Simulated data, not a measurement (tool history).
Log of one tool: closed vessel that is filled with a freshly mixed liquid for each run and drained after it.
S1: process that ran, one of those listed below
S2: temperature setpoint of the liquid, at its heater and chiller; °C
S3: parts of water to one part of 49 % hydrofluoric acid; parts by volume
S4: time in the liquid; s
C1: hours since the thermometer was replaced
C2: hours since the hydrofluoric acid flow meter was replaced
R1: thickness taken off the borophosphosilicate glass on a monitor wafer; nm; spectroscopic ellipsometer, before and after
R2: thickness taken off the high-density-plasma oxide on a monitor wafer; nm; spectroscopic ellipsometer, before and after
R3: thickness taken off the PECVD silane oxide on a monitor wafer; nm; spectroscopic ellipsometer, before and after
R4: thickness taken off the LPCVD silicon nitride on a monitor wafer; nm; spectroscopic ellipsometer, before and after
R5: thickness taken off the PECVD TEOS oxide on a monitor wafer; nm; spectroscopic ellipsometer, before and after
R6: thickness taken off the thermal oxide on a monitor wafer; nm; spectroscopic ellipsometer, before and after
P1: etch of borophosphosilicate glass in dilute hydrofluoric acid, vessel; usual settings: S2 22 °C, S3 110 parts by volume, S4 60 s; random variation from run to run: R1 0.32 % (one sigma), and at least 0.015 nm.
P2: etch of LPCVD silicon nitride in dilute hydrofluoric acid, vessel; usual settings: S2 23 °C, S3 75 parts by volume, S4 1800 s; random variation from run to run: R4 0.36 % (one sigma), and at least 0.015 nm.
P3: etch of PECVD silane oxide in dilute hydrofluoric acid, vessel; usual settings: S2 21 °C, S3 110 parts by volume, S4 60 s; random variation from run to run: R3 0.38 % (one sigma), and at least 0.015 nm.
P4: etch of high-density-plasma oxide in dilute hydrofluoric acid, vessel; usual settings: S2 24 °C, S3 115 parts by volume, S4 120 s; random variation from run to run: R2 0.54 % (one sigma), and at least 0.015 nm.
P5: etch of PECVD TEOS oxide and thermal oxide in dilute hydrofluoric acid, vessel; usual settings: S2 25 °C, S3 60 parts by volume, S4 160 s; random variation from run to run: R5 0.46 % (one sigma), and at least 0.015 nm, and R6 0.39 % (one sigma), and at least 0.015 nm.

{"run": 1, "day": 0.317, "S1": "P1", "S2": 22, "S3": 110, "S4": 60, "C1": 645.9, "C2": 946.3, "R1": 27.393}
{"run": 2, "day": 0.592, "S1": "P1", "S2": 22, "S3": 110, "S4": 60, "C1": 652.5, "C2": 952.9, "R1": 27.373}
{"run": 3, "day": 0.883, "S1": "P4", "S2": 24, "S3": 115, "S4": 190, "C1": 659.5, "C2": 959.9, "R2": 9.083}
{"run": 4, "day": 1.167, "S1": "P1", "S2": 27.5, "S3": 110, "S4": 60, "C1": 666.3, "C2": 966.7, "R1": 33.992}
{"run": 5, "day": 1.538, "S1": "P1", "S2": 22, "S3": 110, "S4": 30, "C1": 675.2, "C2": 975.6, "R1": 13.731}
{"run": 6, "day": 2.038, "S1": "P1", "S2": 22, "S3": 110, "S4": 105, "C1": 687.2, "C2": 987.6, "R1": 47.882}
{"run": 7, "day": 2.479, "S1": "P3", "S2": 21, "S3": 110, "S4": 60, "C1": 697.8, "C2": 998.2, "R3": 17.266}
{"run": 8, "day": 2.896, "S1": "P4", "S2": 27.5, "S3": 115, "S4": 120, "C1": 707.8, "C2": 1008.2, "R2": 6.5534}
{"run": 9, "day": 3.392, "S1": "P2", "S2": 23, "S3": 75, "S4": 1800, "C1": 719.7, "C2": 1020.1, "R4": 11.443}
{"run": 10, "day": 3.65, "S1": "P3", "S2": 21, "S3": 190, "S4": 60, "C1": 725.9, "C2": 1026.3, "R3": 9.212}
{"run": 11, "day": 4.138, "S1": "P2", "S2": 23, "S3": 75, "S4": 3110, "C1": 737.6, "C2": 1038, "R4": 19.644}
{"run": 12, "day": 4.596, "S1": "P1", "S2": 22, "S3": 110, "S4": 60, "C1": 748.6, "C2": 1049, "R1": 27.361}
{"run": 13, "day": 5.096, "S1": "P2", "S2": 17, "S3": 75, "S4": 1800, "C1": 760.6, "C2": 1061, "R4": 7.569}
{"run": 14, "day": 5.433, "S1": "P1", "S2": 22, "S3": 110, "S4": 60, "C1": 768.7, "C2": 1069.1, "R1": 27.278}
{"run": 15, "day": 5.767, "S1": "P1", "S2": 22, "S3": 40, "S4": 60, "C1": 776.7, "C2": 1077.1, "R1": 82.449}
{"run": 16, "day": 6.167, "S1": "P5", "S2": 29, "S3": 60, "S4": 160, "C1": 786.3, "C2": 1086.7, "R5": 29.711, "R6": 16.516}
{"run": 17, "day": 6.679, "S1": "P2", "S2": 23, "S3": 110, "S4": 1800, "C1": 798.6, "C2": 1099, "R4": 7.7941}
{"run": 18, "day": 7.158, "S1": "P2", "S2": 23, "S3": 75, "S4": 1800, "C1": 810.1, "C2": 1110.5, "R4": 11.457}
{"run": 19, "day": 7.45, "S1": "P1", "S2": 17, "S3": 110, "S4": 60, "C1": 817.1, "C2": 1117.5, "R1": 22.212}
{"run": 20, "day": 7.708, "S1": "P1", "S2": 17, "S3": 50, "S4": 60, "C1": 823.3, "C2": 1123.7, "R1": 52.572}
{"run": 21, "day": 8.104, "S1": "P1", "S2": 22, "S3": 70, "S4": 90, "C1": 832.8, "C2": 1133.2, "R1": 67.208}
{"run": 22, "day": 8.517, "S1": "P5", "S2": 25, "S3": 60, "S4": 295, "C1": 842.7, "C2": 1143.1, "R5": 46.621, "R6": 26.186}
{"run": 23, "day": 8.85, "S1": "P1", "S2": 22, "S3": 190, "S4": 60, "C1": 850.7, "C2": 1151.1, "R1": 14.499}
{"run": 24, "day": 9.212, "S1": "P3", "S2": 26.5, "S3": 110, "S4": 60, "C1": 859.4, "C2": 1159.8, "R3": 21.437}
{"run": 25, "day": 9.733, "S1": "P5", "S2": 25, "S3": 60, "S4": 160, "C1": 871.9, "C2": 1172.3, "R5": 25.338, "R6": 14.22}
{"run": 26, "day": 10.308, "S1": "P4", "S2": 24, "S3": 205, "S4": 120, "C1": 885.7, "C2": 1186.1, "R2": 2.8888}
{"run": 27, "day": 10.762, "S1": "P5", "S2": 25, "S3": 100, "S4": 160, "C1": 896.6, "C2": 1197, "R5": 14.324, "R6": 8.1023}
{"run": 28, "day": 11.108, "S1": "P3", "S2": 21, "S3": 110, "S4": 30, "C1": 904.9, "C2": 1205.3, "R3": 8.6983}
{"run": 29, "day": 11.646, "S1": "P4", "S2": 24, "S3": 115, "S4": 120, "C1": 917.8, "C2": 1218.2, "R2": 5.6536}
{"run": 30, "day": 12.038, "S1": "P1", "S2": 17, "S3": 40, "S4": 60, "C1": 927.2, "C2": 1227.6, "R1": 66.314}
{"run": 31, "day": 12.438, "S1": "P1", "S2": 22, "S3": 110, "S4": 60, "C1": 936.8, "C2": 1237.2, "R1": 27.449}
{"run": 32, "day": 12.846, "S1": "P1", "S2": 22, "S3": 110, "S4": 60, "C1": 946.6, "C2": 1247, "R1": 28.028}
{"run": 33, "day": 13.312, "S1": "P1", "S2": 22, "S3": 110, "S4": 60, "C1": 957.8, "C2": 1258.2, "R1": 28.556}
{"run": 34, "day": 13.708, "S1": "P1", "S2": 22, "S3": 110, "S4": 60, "C1": 967.3, "C2": 1267.7, "R1": 28.953}

The next listed run, before its measurement:
{"run": 35, "day": 14.062, "S1": "P1", "S2": 22, "S3": 110, "S4": 60, "C1": 975.8, "C2": 1276.2, "R1": "?"}

R1: 28.958 nm

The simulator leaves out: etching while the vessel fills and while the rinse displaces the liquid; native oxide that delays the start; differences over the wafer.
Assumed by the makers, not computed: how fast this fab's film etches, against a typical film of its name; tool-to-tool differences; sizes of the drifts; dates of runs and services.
